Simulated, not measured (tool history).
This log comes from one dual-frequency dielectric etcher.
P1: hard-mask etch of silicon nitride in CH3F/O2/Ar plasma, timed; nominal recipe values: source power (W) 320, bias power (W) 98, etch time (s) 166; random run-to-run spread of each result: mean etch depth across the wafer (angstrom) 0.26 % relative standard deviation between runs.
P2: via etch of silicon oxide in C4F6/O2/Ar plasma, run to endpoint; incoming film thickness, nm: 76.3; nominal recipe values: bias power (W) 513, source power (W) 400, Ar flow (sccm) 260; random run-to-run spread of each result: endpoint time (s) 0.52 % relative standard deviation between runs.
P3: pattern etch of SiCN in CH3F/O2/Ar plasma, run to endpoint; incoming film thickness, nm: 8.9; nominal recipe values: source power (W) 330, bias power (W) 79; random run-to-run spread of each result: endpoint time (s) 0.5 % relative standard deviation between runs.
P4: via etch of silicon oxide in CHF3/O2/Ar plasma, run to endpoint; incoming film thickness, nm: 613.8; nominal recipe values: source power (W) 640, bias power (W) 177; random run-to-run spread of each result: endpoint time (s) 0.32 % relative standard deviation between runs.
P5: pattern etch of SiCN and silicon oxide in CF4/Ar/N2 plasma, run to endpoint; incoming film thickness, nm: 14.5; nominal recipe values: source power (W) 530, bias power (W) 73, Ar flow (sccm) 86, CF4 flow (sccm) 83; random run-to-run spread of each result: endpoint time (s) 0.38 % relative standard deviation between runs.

| run | hour | process that ran | source power (W) | bias power (W) | etch time (s) | Ar flow (sccm) | CF4 flow (sccm) | hours since the last wet clean | hours since the last source power generator calibration | hours since the last bias power generator calibration | mean etch depth across the wafer (angstrom) | endpoint time (s) |
|---|---|---|---|---|---|---|---|---|---|---|---|---|
| 1 | 5.1 | P1 | 320 | 98 | 166 |  |  | 313.7 | 1131 | 2106.5 | 1189 |  |
| 2 | 8.9 | P5 | 530 | 46 |  | 86 | 83 | 317.5 | 1134.8 | 2110.3 |  | 15.932 |
| 3 | 13.6 | P1 | 320 | 98 | 128.5 |  |  | 322.2 | 1139.5 | 2115 | 919.15 |  |
| 4 | 19.4 | P1 | 450 | 98 | 166 |  |  | 328 | 1145.3 | 2120.8 | 1354.2 |  |
| 5 | 24.6 | P2 | 400 | 319 |  | 260 |  | 333.2 | 1150.5 | 2126 |  | 19.822 |
| 6 | 27.6 | P2 | 400 | 513 |  | 159 |  | 336.2 | 1153.5 | 2129 |  | 15.725 |
| 7 | 30.4 | P1 | 240 | 98 | 166 |  |  | 339 | 1156.3 | 2131.8 | 1069.7 |  |
| 8 | 35.2 | P5 | 530 | 73 |  | 57 | 83 | 343.8 | 1161.1 | 2136.6 |  | 13.183 |
| 9 | 38.8 | P1 | 240 | 124 | 166 |  |  | 347.4 | 1164.7 | 2140.2 | 1171.6 |  |
| 10 | 43.2 | P3 | 330 | 79 |  |  |  | 351.8 | 1169.1 | 2144.6 |  | 23.981 |
| 11 | 48 | P1 | 320 | 98 | 166 |  |  | 356.6 | 1173.9 | 2149.4 | 1196.3 |  |
| 12 | 50.8 | P5 | 710 | 73 |  | 86 | 83 | 359.4 | 1176.7 | 2152.2 |  | 10.72 |
| 13 | 54.5 | P1 | 320 | 98 | 166 |  |  | 363.1 | 1180.4 | 2155.9 | 1194.5 |  |
| 14 | 58.3 | P1 | 320 | 77 | 166 |  |  | 366.9 | 1184.2 | 2159.7 | 1091.6 |  |
| 15 | 63.1 | P5 | 530 | 73 |  | 86 | 66 | 371.7 | 1189 | 2164.5 |  | 14.29 |
| 16 | 68.3 | P5 | 530 | 73 |  | 86 | 83 | 376.9 | 1194.2 | 2169.7 |  | 13.847 |
| 17 | 73.1 | P2 | 540 | 513 |  | 260 |  | 381.7 | 1199 | 2174.5 |  | 14.968 |
| 18 | 77.4 | P1 | 320 | 98 | 219 |  |  | 386 | 1203.3 | 2178.8 | 1564.6 |  |
| 19 | 81.6 | P1 | 320 | 98 | 166 |  |  | 390.2 | 1207.5 | 2183 | 1186.4 |  |
| 20 | 86.4 | P1 | 320 | 98 | 166 |  |  | 395 | 1212.3 | 2187.8 | 1189.7 |  |
| 21 | 91.2 | P3 | 330 | 99 |  |  |  | 399.8 | 1217.1 | 2192.6 |  | 22.118 |
| 22 | 95.3 | P3 | 230 | 79 |  |  |  | 403.9 | 1221.2 | 2196.7 |  | 27.668 |
| 23 | 98.1 | P4 | 640 | 177 |  |  |  | 406.7 | 1224 | 2199.5 |  | 303.78 |
| 24 | 101.2 | P5 | 530 | 73 |  | 86 | 83 | 409.8 | 1227.1 | 2202.6 |  | 13.948 |
| 25 | 105.5 | P1 | 320 | 123 | 166 |  |  | 414.1 | 1231.4 | 2206.9 | 1296.6 |  |
| 26 | 111.3 | P4 | 640 | 111 |  |  |  | 419.9 | 1237.2 | 2212.7 |  | 351.98 |
| 27 | 114.9 | P4 | 810 | 177 |  |  |  | 423.5 | 1240.8 | 2216.3 |  | 276.69 |
| 28 | 120.7 | P2 | 400 | 513 |  | 260 |  | 429.3 | 1246.6 | 2222.1 |  | 16.551 |
| 29 | 125 | P1 | 320 | 98 | 166 |  |  | 433.6 | 1250.9 | 2226.4 | 1188.8 |  |
| 30 | 129.3 | P1 | 320 | 98 | 166 |  |  | 437.9 | 1255.2 | 2230.7 | 1185.3 |  |
| 31 | 135.1 | P1 | 320 | 98 | 166 |  |  | 443.7 | 1261 | 2236.5 | 1179.6 |  |
|  | 140.4 | wet clean of the chamber |
| 32 | 140.8 | P1 | 320 | 98 | 166 |  |  | 0.5 | 1266.7 | 2242.2 | 1179 |  |
| 33 | 146 | P1 | 320 | 98 | 166 |  |  | 5.7 | 1271.9 | 2247.4 | 1181.4 |  |
| 34 | 151.4 | P1 | 320 | 98 | 166 |  |  | 11.1 | 1277.3 | 2252.8 | 1173.3 |  |
| 35 | 155.8 | P1 | 320 | 98 | 166 |  |  | 15.5 | 1281.7 | 2257.2 | 1171.8 |  |
| 36 | 161.3 | P1 | 320 | 98 | 166 |  |  | 21 | 1287.2 | 2262.7 | 1174 |  |
| 37 | 166.3 | P1 | 320 | 98 | 166 |  |  | 26 | 1292.2 | 2267.7 | 1169.7 |  |

What P1 gives has crept off from where it sat before. The 2 causes that follow fit the log equally well, each at the size noted:
A: source power that arrives under what is set, % = 3.78
B: bias power that arrives under what is set, % = 3.79
The process output started creeping at around hour 125.
All other causes, with the reason each is excluded:
chamber walls in a state that lowers the etch rate, %: serviced at hour 140.4, which brought nothing back

The 4 check runs listed below each average the results of 2 wafers, and their outcomes are marked with question marks. Under which run would the listed causes produce clearly different results?
| check 1 | 171.3 | P5 | 530 | 50 |  | 86 | 83 |  |  |  |  | ? |
| check 2 | 171.3 | P2 | 520 | 346 |  | 260 |  |  |  |  |  | ? |
| check 3 | 171.3 | P4 | 740 | 146 |  |  |  |  |  |  |  | ? |
| check 4 | 171.3 | P3 | 280 | 79 |  |  |  |  |  |  |  | ? |

Predicted outcomes, by check and by cause:
| check | result | if A | if B |
|---|---|---|---|
| check 1 | endpoint time (s) | 16.109 | 15.735 |
| check 2 | endpoint time (s) | 17.672 | 17.651 |
| check 3 | endpoint time (s) | 310.28 | 309.41 |
| check 4 | endpoint time (s) | 25.897 | 25.895 |
Per check, the gap between the least separated pair of causes, taken in the result that splits them most: check 1 2.35 %; check 2 0.11 %; check 3 0.28 %; check 4 0.01 %
Of the check runs offered, only check 1 discriminates between the causes; the rest would read about the same regardless of which cause applies.

The results of check 1 are: endpoint time (s) 16.122. Based on these, which of the listed causes is it?

The cause is A: source power that arrives under what is set, %.

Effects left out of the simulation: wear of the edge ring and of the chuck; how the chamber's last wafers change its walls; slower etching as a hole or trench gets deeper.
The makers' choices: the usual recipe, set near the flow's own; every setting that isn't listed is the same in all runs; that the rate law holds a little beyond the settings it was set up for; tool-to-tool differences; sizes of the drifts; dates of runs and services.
